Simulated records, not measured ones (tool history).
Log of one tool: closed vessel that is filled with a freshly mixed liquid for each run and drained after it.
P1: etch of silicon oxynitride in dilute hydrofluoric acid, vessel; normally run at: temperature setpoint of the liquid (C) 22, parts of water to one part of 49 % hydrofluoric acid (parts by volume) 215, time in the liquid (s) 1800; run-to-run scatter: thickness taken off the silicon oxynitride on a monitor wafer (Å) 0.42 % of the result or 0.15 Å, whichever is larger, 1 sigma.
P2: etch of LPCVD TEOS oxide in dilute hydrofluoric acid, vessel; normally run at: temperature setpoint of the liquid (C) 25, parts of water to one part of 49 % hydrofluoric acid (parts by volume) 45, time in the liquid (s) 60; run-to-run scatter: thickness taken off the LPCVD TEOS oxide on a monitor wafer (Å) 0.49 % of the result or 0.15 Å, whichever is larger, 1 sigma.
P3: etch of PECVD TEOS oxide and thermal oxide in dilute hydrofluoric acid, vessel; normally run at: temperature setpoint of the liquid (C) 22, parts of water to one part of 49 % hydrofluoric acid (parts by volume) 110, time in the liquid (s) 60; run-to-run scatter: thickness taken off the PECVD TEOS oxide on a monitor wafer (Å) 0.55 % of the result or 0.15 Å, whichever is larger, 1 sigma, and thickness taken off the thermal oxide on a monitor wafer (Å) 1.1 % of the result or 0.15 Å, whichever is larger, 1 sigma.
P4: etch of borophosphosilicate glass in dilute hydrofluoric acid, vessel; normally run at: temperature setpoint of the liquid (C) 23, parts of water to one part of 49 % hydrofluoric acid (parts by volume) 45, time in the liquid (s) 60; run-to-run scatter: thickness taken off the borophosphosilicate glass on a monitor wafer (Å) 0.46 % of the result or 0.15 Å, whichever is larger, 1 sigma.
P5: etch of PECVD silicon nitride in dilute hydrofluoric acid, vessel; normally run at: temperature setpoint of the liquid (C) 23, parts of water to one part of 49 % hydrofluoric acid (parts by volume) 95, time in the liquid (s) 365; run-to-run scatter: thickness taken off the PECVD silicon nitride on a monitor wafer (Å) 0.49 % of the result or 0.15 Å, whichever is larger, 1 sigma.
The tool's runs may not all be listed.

run	hour	process that ran	temperature setpoint of the liquid (C)	parts of water to one part of 49 % hydrofluoric acid (parts by volume)	time in the liquid (s)	hours since the thermometer was replaced	hours since the hydrofluoric acid flow meter was replaced	thickness taken off the silicon oxynitride on a monitor wafer (Å)	thickness taken off the PECVD TEOS oxide on a monitor wafer (Å)	thickness taken off the thermal oxide on a monitor wafer (Å)	thickness taken off the borophosphosilicate glass on a monitor wafer (Å)	thickness taken off the PECVD silicon nitride on a monitor wafer (Å)	thickness taken off the LPCVD TEOS oxide on a monitor wafer (Å)
1	12.8	P1	22	215	1800	1586.1	449.1	110.52					
2	23.7	P3	22	110	30	1597	460		65.963	11.41			
3	36.5	P4	23	45	60	1609.8	472.8				663.97		
4	49.9	P4	23	45	30	1623.2	486.2				334.53		
5	57.3	P5	18.5	95	365	1630.6	493.6					121.61	
6	70.4	P1	26	215	1800	1643.7	506.7	133.52					
7	78.7	P1	22	215	1800	1652	515	110.16					
8	92.4	P1	22	385	1800	1665.7	528.7	55.851					
9	99.7	P4	23	45	60	1673	536				661.95		
10	113.6	P1	22	215	915	1686.9	549.9	56.665					
11	126	P4	17	45	60	1699.3	562.3				518.6		
12	134.8	P2	25	45	115	1708.1	571.1						1622.1
13	142.1	P2	25	25	60	1715.4	578.4						1571.3
14	150.1	P5	23	95	365	1723.4	586.4					165.87	
15	157.8	P3	22	110	60	1731.1	594.1		132.83	22.328			
16	168.7	P3	22	25	60	1742	605		641.02	110.78			
17	184.2	P5	23	50	365	1757.5	620.5					309.8	
18	198.5	P1	22	215	1800	1771.8	634.8	111.27					
19	207.8	P1	22	65	410	1781.1	644.1	92.764					
20	219.5	P1	22	215	1800	1792.8	655.8	110.47					
21	232.8	P1	17.5	215	1800	1806.1	669.1	90.721					
22	244.8	P1	22	215	1800	1818.1	681.1	111.48					
23	258.4	P5	23	95	365	1831.7	694.7					164.19	
24	272.2	P2	25	45	60	1845.5	708.5						854.02
25	285.3	P3	26.5	110	60	1858.6	721.6		158.48	27.797			
26	294.2	P5	23	95	725	1867.5	730.5					328.52	
27	305.2	P2	25	45	60	1878.5	741.5						851.24
28	320.5	P3	22	110	60	1893.8	756.8		132.8	23.367			
29	333.1	P2	30.5	45	60	1906.4	769.4						1062.4
30	348.4	P4	23	75	60	1921.7	784.7				382.85		
31	360.1	P1	22	105	1800	1933.4	796.4	246.51					
32	374.9	P1	22	215	3065	1948.2	811.2	188.95					
33	383.4	P1	22	215	1800	1956.7	819.7	110.53					
34	395	P1	22	215	1800	1968.3	831.3	107.25					
35	410.8	P1	22	215	1800	1984.1	847.1	105.35					
36	420.7	P1	22	215	1800	1994	857	104.81					
37	432.5	P1	22	215	1800	2005.8	868.8	103.35					
38	442	P1	22	215	1800	2015.3	878.3	103.55					
39	453.7	P1	22	215	1800	2027	890	103.2					
40	466.6	P1	22	215	1800	2039.9	902.9	102.5					
41	478.2	P1	22	215	1800	2051.5	914.5	102.88					

What P1 gives has crept away from where it was. These 2 causes fit the log equally well, each at the size given:
A: hydrofluoric acid flow below the setpoint (%) = 6.41
B: liquid colder than its thermometer reads (K) = 1.68
The creep began at about hour 383.4.

4 check runs are offered, one wafer each, their results left as question marks. Which one tells the causes apart?
check 1	489.8	P2	25	45	60								?
check 2	489.8	P3	22	110	60				?	?			
check 3	489.8	P4	23	45	60						?		
check 4	489.8	P5	23	95	365							?	

What each check would give under each cause:
check	result	if A	if B
check 1	thickness taken off the LPCVD TEOS oxide on a monitor wafer (Å)	792.16	793.02
check 2	thickness taken off the PECVD TEOS oxide on a monitor wafer (Å)	122.73	123.59
check 2	thickness taken off the thermal oxide on a monitor wafer (Å)	21.251	21.401
check 3	thickness taken off the borophosphosilicate glass on a monitor wafer (Å)	618.58	618.45
check 4	thickness taken off the PECVD silicon nitride on a monitor wafer (Å)	153.91	146.79
How far apart the two closest causes lie, in the result that separates them most: check 1 0.11 %; check 2 0.7 %; check 3 0.02 %; check 4 4.74 %
Check 4 tells the causes apart: in the others they would give nearly the same result.

Check 4 was then run and gave: thickness taken off the PECVD silicon nitride on a monitor wafer (Å) 153.6. Which cause is it?

It is A: hydrofluoric acid flow below the setpoint (%).

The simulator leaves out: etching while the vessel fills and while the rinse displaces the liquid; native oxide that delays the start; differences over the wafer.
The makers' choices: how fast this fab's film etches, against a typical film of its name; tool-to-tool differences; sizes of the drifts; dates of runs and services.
